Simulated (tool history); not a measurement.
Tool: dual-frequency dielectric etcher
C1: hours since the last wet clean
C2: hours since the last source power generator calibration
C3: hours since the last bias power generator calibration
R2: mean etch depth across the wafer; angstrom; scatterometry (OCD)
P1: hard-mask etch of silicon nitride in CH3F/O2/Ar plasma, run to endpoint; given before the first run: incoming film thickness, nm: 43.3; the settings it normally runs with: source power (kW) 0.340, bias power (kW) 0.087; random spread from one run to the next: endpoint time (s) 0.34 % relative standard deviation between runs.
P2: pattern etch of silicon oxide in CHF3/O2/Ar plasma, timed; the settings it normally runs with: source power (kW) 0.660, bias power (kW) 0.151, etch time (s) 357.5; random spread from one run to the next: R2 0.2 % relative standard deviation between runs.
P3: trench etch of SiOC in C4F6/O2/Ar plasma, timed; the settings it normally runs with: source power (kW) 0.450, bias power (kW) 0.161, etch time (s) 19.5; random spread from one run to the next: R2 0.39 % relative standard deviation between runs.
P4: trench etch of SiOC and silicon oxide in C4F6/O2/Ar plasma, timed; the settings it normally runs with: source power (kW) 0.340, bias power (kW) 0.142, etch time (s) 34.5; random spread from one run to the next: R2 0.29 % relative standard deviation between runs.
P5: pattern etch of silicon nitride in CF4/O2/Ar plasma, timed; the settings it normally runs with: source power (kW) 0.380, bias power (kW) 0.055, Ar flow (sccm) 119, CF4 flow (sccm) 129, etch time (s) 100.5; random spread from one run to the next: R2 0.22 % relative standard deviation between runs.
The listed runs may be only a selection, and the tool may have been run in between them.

Run 1, hour 2.2: process that ran P1, source power (kW) 0.340, bias power (kW) 0.087; C1 387.8; C2 512.7; C3 2118.3. Result: endpoint time (s) 63.843.
Run 2, hour 6.3: process that ran P1, source power (kW) 0.230, bias power (kW) 0.087; C1 391.9; C2 516.8; C3 2122.4. Result: endpoint time (s) 73.863.
Run 3, hour 9.4: process that ran P1, source power (kW) 0.220, bias power (kW) 0.066; C1 395.0; C2 519.9; C3 2125.5. Result: endpoint time (s) 83.313.
Run 4, hour 13.4: process that ran P3, source power (kW) 0.450, bias power (kW) 0.126, etch time (s) 19.5; C1 399.0; C2 523.9; C3 2129.5. Result: R2 377.13 angstrom.
Run 5, hour 16.3: process that ran P2, source power (kW) 0.420, bias power (kW) 0.151, etch time (s) 357.5; C1 401.9; C2 526.8; C3 2132.4. Result: R2 5695.50 angstrom.
Run 6, hour 20.5: process that ran P4, source power (kW) 0.230, bias power (kW) 0.142, etch time (s) 34.5; C1 406.1; C2 531.0; C3 2136.6. Result: R2 497.15 angstrom.
Run 7, hour 24.4: process that ran P1, source power (kW) 0.340, bias power (kW) 0.062; C1 410.0; C2 534.9; C3 2140.5. Result: endpoint time (s) 71.609.
Run 8, hour 26.4: process that ran P2, source power (kW) 0.660, bias power (kW) 0.151, etch time (s) 357.5; C1 412.0; C2 536.9; C3 2142.5. Result: R2 6753.40 angstrom.
Run 9, hour 30.4: process that ran P4, source power (kW) 0.340, bias power (kW) 0.142, etch time (s) 46.0; C1 416.0; C2 540.9; C3 2146.5. Result: R2 781.85 angstrom.
Run 10, hour 33.8: process that ran P2, source power (kW) 0.660, bias power (kW) 0.120, etch time (s) 357.5; C1 419.4; C2 544.3; C3 2149.9. Result: R2 6293.80 angstrom.
Run 11, hour 37.6: process that ran P3, source power (kW) 0.450, bias power (kW) 0.161, etch time (s) 14.0; C1 423.2; C2 548.1; C3 2153.7. Result: R2 290.11 angstrom.
Run 12, hour 40.6: process that ran P3, source power (kW) 0.610, bias power (kW) 0.161, etch time (s) 19.5; C1 426.2; C2 551.1; C3 2156.7. Result: R2 449.52 angstrom.
Run 13, hour 43.1: process that ran P2, source power (kW) 0.660, bias power (kW) 0.151, etch time (s) 199.5; C1 428.7; C2 553.6; C3 2159.2. Result: R2 3770.60 angstrom.
Run 14, hour 46.1: process that ran P1, source power (kW) 0.340, bias power (kW) 0.087; C1 431.7; C2 556.6; C3 2162.2. Result: endpoint time (s) 63.708.
Run 15, hour 49.0: process that ran P5, source power (kW) 0.380, bias power (kW) 0.055, etch time (s) 132.0, Ar flow (sccm) 119, CF4 flow (sccm) 129; C1 434.6; C2 559.5; C3 2165.1. Result: R2 2067.50 angstrom.
Run 16, hour 51.7: process that ran P5, source power (kW) 0.380, bias power (kW) 0.076, etch time (s) 100.5, Ar flow (sccm) 119, CF4 flow (sccm) 129; C1 437.3; C2 562.2; C3 2167.8. Result: R2 1785.90 angstrom.
Run 17, hour 54.2: process that ran P3, source power (kW) 0.450, bias power (kW) 0.161, etch time (s) 19.5; C1 439.8; C2 564.7; C3 2170.3. Result: R2 403.38 angstrom.
Run 18, hour 57.9: process that ran P5, source power (kW) 0.380, bias power (kW) 0.055, etch time (s) 100.5, Ar flow (sccm) 119, CF4 flow (sccm) 84; C1 443.5; C2 568.4; C3 2174.0. Result: R2 1494.10 angstrom.
Run 19, hour 60.0: process that ran P1, source power (kW) 0.340, bias power (kW) 0.109; C1 445.6; C2 570.5; C3 2176.1. Result: endpoint time (s) 58.812.
Run 20, hour 62.2: process that ran P5, source power (kW) 0.380, bias power (kW) 0.055, etch time (s) 100.5, Ar flow (sccm) 80, CF4 flow (sccm) 129; C1 447.8; C2 572.7; C3 2178.3. Result: R2 1641.50 angstrom.
Run 21, hour 65.5: process that ran P1, source power (kW) 0.410, bias power (kW) 0.103; C1 451.1; C2 576.0; C3 2181.6. Result: endpoint time (s) 55.877.
Run 22, hour 69.6: process that ran P2, source power (kW) 0.660, bias power (kW) 0.151, etch time (s) 357.5; C1 455.2; C2 580.1; C3 2185.7. Result: R2 6770.90 angstrom.
At hour 72.5: bias power generator calibrated.
Run 23, hour 73.2: process that ran P1, source power (kW) 0.340, bias power (kW) 0.087; C1 458.8; C2 583.7; C3 0.8. Result: endpoint time (s) 63.555.
Run 24, hour 76.0: process that ran P1, source power (kW) 0.340, bias power (kW) 0.087; C1 461.6; C2 586.5; C3 3.6. Result: endpoint time (s) 64.324.
Run 25, hour 78.9: process that ran P4, source power (kW) 0.340, bias power (kW) 0.093, etch time (s) 34.5; C1 464.5; C2 589.4; C3 6.5. Result: R2 514.00 angstrom.
Run 26, hour 81.7: process that ran P5, source power (kW) 0.380, bias power (kW) 0.055, etch time (s) 100.5, Ar flow (sccm) 119, CF4 flow (sccm) 129; C1 467.3; C2 592.2; C3 9.3. Result: R2 1573.30 angstrom.
Run 27, hour 85.0: process that ran P1, source power (kW) 0.340, bias power (kW) 0.087; C1 470.6; C2 595.5; C3 12.6. Result: endpoint time (s) 63.980.
Run 28, hour 87.5: process that ran P4, source power (kW) 0.340, bias power (kW) 0.142, etch time (s) 34.5; C1 473.1; C2 598.0; C3 15.1. Result: R2 586.19 angstrom.
Run 29, hour 90.5: process that ran P1, source power (kW) 0.470, bias power (kW) 0.087; C1 476.1; C2 601.0; C3 18.1. Result: endpoint time (s) 56.551.
Run 30, hour 92.6: process that ran P1, source power (kW) 0.340, bias power (kW) 0.087; C1 478.2; C2 603.1; C3 20.2. Result: endpoint time (s) 63.391.
Run 31, hour 96.9: process that ran P5, source power (kW) 0.520, bias power (kW) 0.055, etch time (s) 100.5, Ar flow (sccm) 119, CF4 flow (sccm) 129; C1 482.5; C2 607.4; C3 24.5. Result: R2 2059.80 angstrom.
Run 32, hour 101.1: process that ran P1, source power (kW) 0.260, bias power (kW) 0.058; C1 486.7; C2 611.6; C3 28.7. Result: endpoint time (s) 81.631.
Run 33, hour 104.0: process that ran P4, source power (kW) 0.340, bias power (kW) 0.142, etch time (s) 34.5; C1 489.6; C2 614.5; C3 31.6. Result: R2 585.19 angstrom.
Run 34, hour 106.4: process that ran P1, source power (kW) 0.340, bias power (kW) 0.087; C1 492.0; C2 616.9; C3 34.0. Result: endpoint time (s) 63.871.
Run 35, hour 109.7: process that ran P1, source power (kW) 0.340, bias power (kW) 0.087; C1 495.3; C2 620.2; C3 37.3. Result: endpoint time (s) 63.715.
Run 36, hour 111.7: process that ran P1, source power (kW) 0.340, bias power (kW) 0.087; C1 497.3; C2 622.2; C3 39.3. Result: endpoint time (s) 63.303.
Run 37, hour 114.7: process that ran P1, source power (kW) 0.340, bias power (kW) 0.087; C1 500.3; C2 625.2; C3 42.3. Result: endpoint time (s) 63.145.
Run 38, hour 117.5: process that ran P1, source power (kW) 0.340, bias power (kW) 0.087; C1 503.1; C2 628.0; C3 45.1. Result: endpoint time (s) 62.775.
At hour 120.4: wet clean of the chamber.
Run 39, hour 121.1: process that ran P1, source power (kW) 0.340, bias power (kW) 0.087; C1 0.8; C2 631.6; C3 48.7. Result: endpoint time (s) 62.918.
Run 40, hour 124.1: process that ran P1, source power (kW) 0.340, bias power (kW) 0.087; C1 3.8; C2 634.6; C3 51.7. Result: endpoint time (s) 62.845.
Run 41, hour 126.4: process that ran P1, source power (kW) 0.340, bias power (kW) 0.087; C1 6.1; C2 636.9; C3 54.0. Result: endpoint time (s) 62.959.
Run 42, hour 128.7: process that ran P1, source power (kW) 0.340, bias power (kW) 0.087; C1 8.4; C2 639.2; C3 56.3. Result: endpoint time (s) 63.033.

The output of P1 has drifted from where it used to be. Each of the 2 causes below, taken at the size shown beside it, accounts for the log equally well:
A: bias power that arrives over what is set, % = 4.82
B: source power that arrives over what is set, % = 4.67
The onset of the drift is placed at about hour 106.4.
Excluded causes, each with its reason:
chamber walls in a state that raises the etch rate, %: serviced after onset, at hour 120.4, with no recovery of the prior output

The check runs listed below each take one wafer, and their results are still question marks. Under which run would the listed causes lead to clearly different results?
Run check 1, hour 131.0: process that ran P3, source power (kW) 0.450, bias power (kW) 0.161, etch time (s) 19.5. Result: R2 ?.
Run check 2, hour 131.0: process that ran P2, source power (kW) 0.660, bias power (kW) 0.151, etch time (s) 357.5. Result: R2 ?.
Run check 3, hour 131.0: process that ran P4, source power (kW) 0.340, bias power (kW) 0.142, etch time (s) 34.5. Result: R2 ?.
Run check 4, hour 131.0: process that ran P5, source power (kW) 0.380, bias power (kW) 0.055, etch time (s) 100.5, Ar flow (sccm) 119, CF4 flow (sccm) 129. Result: R2 ?.

Outcome of each check run for each possible cause:
  check  result     if A     if B
check 1      R2   408.01   409.43
check 2      R2  6870.60  6887.60
check 3      R2   591.51   593.64
check 4      R2  1601.00  1635.70
Per-check spread between the two closest causes, in the result where they differ most: check 1 0.35 %; check 2 0.25 %; check 3 0.36 %; check 4 2.15 %
Check 4 distinguishes between the causes, while the remaining checks would return nearly the same result for all of them.

After running check 4, the following was obtained: R2 1635.30 angstrom. Which cause does this point to?

It is B: source power that arrives over what is set, %.
